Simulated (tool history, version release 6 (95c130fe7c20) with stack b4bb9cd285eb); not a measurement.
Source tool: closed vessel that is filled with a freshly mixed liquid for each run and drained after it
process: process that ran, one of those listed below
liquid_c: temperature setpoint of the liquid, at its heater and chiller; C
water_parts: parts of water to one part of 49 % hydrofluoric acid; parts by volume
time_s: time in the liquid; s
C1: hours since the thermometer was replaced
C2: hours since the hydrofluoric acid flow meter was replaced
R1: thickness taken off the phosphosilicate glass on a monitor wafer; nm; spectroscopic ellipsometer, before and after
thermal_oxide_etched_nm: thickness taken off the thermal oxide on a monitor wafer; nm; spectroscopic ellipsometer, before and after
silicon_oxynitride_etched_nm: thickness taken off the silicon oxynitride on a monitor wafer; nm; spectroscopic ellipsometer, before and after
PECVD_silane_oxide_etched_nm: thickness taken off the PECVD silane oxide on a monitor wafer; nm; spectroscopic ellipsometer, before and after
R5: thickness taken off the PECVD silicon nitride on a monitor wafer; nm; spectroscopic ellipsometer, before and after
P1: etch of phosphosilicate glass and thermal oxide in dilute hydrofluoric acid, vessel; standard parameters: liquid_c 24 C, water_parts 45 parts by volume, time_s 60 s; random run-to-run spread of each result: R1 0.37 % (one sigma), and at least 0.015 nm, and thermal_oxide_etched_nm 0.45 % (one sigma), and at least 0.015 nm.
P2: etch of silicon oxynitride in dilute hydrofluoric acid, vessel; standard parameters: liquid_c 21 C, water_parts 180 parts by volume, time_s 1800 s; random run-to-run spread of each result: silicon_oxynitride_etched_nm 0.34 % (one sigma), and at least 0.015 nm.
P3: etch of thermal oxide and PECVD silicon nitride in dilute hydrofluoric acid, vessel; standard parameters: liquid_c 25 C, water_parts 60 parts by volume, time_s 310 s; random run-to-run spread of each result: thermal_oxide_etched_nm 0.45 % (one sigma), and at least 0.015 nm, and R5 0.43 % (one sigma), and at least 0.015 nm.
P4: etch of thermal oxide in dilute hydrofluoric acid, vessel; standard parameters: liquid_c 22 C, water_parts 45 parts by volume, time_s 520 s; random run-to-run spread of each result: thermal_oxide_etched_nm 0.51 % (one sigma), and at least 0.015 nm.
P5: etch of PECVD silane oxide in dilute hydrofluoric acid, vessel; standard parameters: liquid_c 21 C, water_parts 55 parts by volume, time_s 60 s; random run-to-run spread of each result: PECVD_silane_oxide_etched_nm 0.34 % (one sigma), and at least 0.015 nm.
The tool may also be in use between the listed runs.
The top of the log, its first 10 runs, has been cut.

run 11 hour=40.2 | process=P2 liquid_c=21 water_parts=180 time_s=1800 | C1=1113.5 C2=1184 | silicon_oxynitride_etched_nm=11.611
run 12 hour=43.1 | process=P2 liquid_c=17 water_parts=180 time_s=1800 | C1=1116.4 C2=1186.9 | silicon_oxynitride_etched_nm=9.6037
run 13 hour=46.7 | process=P5 liquid_c=21 water_parts=85 time_s=60 | C1=1120 C2=1190.5 | PECVD_silane_oxide_etched_nm=20.523
run 14 hour=50.5 | process=P2 liquid_c=21 water_parts=45 time_s=1800 | C1=1123.8 C2=1194.3 | silicon_oxynitride_etched_nm=51.26
run 15 hour=53.3 | process=P3 liquid_c=33.5 water_parts=60 time_s=310 | C1=1126.6 C2=1197.1 | thermal_oxide_etched_nm=36.265 R5=24.778
run 16 hour=57.1 | process=P4 liquid_c=22 water_parts=65 time_s=520 | C1=1130.4 C2=1200.9 | thermal_oxide_etched_nm=37.756
run 17 hour=59.7 | process=P2 liquid_c=21 water_parts=180 time_s=1800 | C1=1133 C2=1203.5 | silicon_oxynitride_etched_nm=11.667
run 18 hour=64.8 | process=P3 liquid_c=25 water_parts=60 time_s=310 | C1=1138.1 C2=1208.6 | thermal_oxide_etched_nm=26.135 R5=14.502
run 19 hour=69.5 | process=P1 liquid_c=24 water_parts=45 time_s=30 | C1=1142.8 C2=1213.3 | R1=65.447 thermal_oxide_etched_nm=3.2488
run 20 hour=74.2 | process=P1 liquid_c=24 water_parts=45 time_s=60 | C1=1147.5 C2=1218 | R1=129.94 thermal_oxide_etched_nm=6.4646
run 21 hour=77.5 | process=P5 liquid_c=21 water_parts=55 time_s=60 | C1=1150.8 C2=1221.3 | PECVD_silane_oxide_etched_nm=33.087
run 22 hour=81.5 | process=P4 liquid_c=22 water_parts=45 time_s=520 | C1=1154.8 C2=1225.3 | thermal_oxide_etched_nm=55.618
run 23 hour=84.6 | process=P1 liquid_c=24 water_parts=75 time_s=115 | C1=1157.9 C2=1228.4 | R1=144.54 thermal_oxide_etched_nm=7.2808
run 24 hour=88.6 | process=P1 liquid_c=24 water_parts=45 time_s=60 | C1=1161.9 C2=1232.4 | R1=130.72 thermal_oxide_etched_nm=6.4696
run 25 hour=91.8 | process=P1 liquid_c=24 water_parts=45 time_s=60 | C1=1165.1 C2=1235.6 | R1=130.5 thermal_oxide_etched_nm=6.4878
run 26 hour=95.4 | process=P1 liquid_c=24 water_parts=45 time_s=60 | C1=1168.7 C2=1239.2 | R1=130.23 thermal_oxide_etched_nm=6.5115
run 27 hour=98.2 | process=P5 liquid_c=21 water_parts=55 time_s=85 | C1=1171.5 C2=1242 | PECVD_silane_oxide_etched_nm=46.973
run 28 hour=102 | process=P2 liquid_c=21 water_parts=180 time_s=2655 | C1=1175.3 C2=1245.8 | silicon_oxynitride_etched_nm=17.213
run 29 hour=106.3 | process=P4 liquid_c=22 water_parts=45 time_s=130 | C1=1179.6 C2=1250.1 | thermal_oxide_etched_nm=13.987
run 30 hour=109.4 | process=P3 liquid_c=25 water_parts=85 time_s=310 | C1=1182.7 C2=1253.2 | thermal_oxide_etched_nm=17.801 R5=10.351

Run 31 is up next; what results do you expect?
run 31 hour=111.6 | process=P5 liquid_c=17 water_parts=55 time_s=60 | C1=1184.9 C2=1255.4 | PECVD_silane_oxide_etched_nm=?

Run 31 measured PECVD_silane_oxide_etched_nm 27.657 nm.
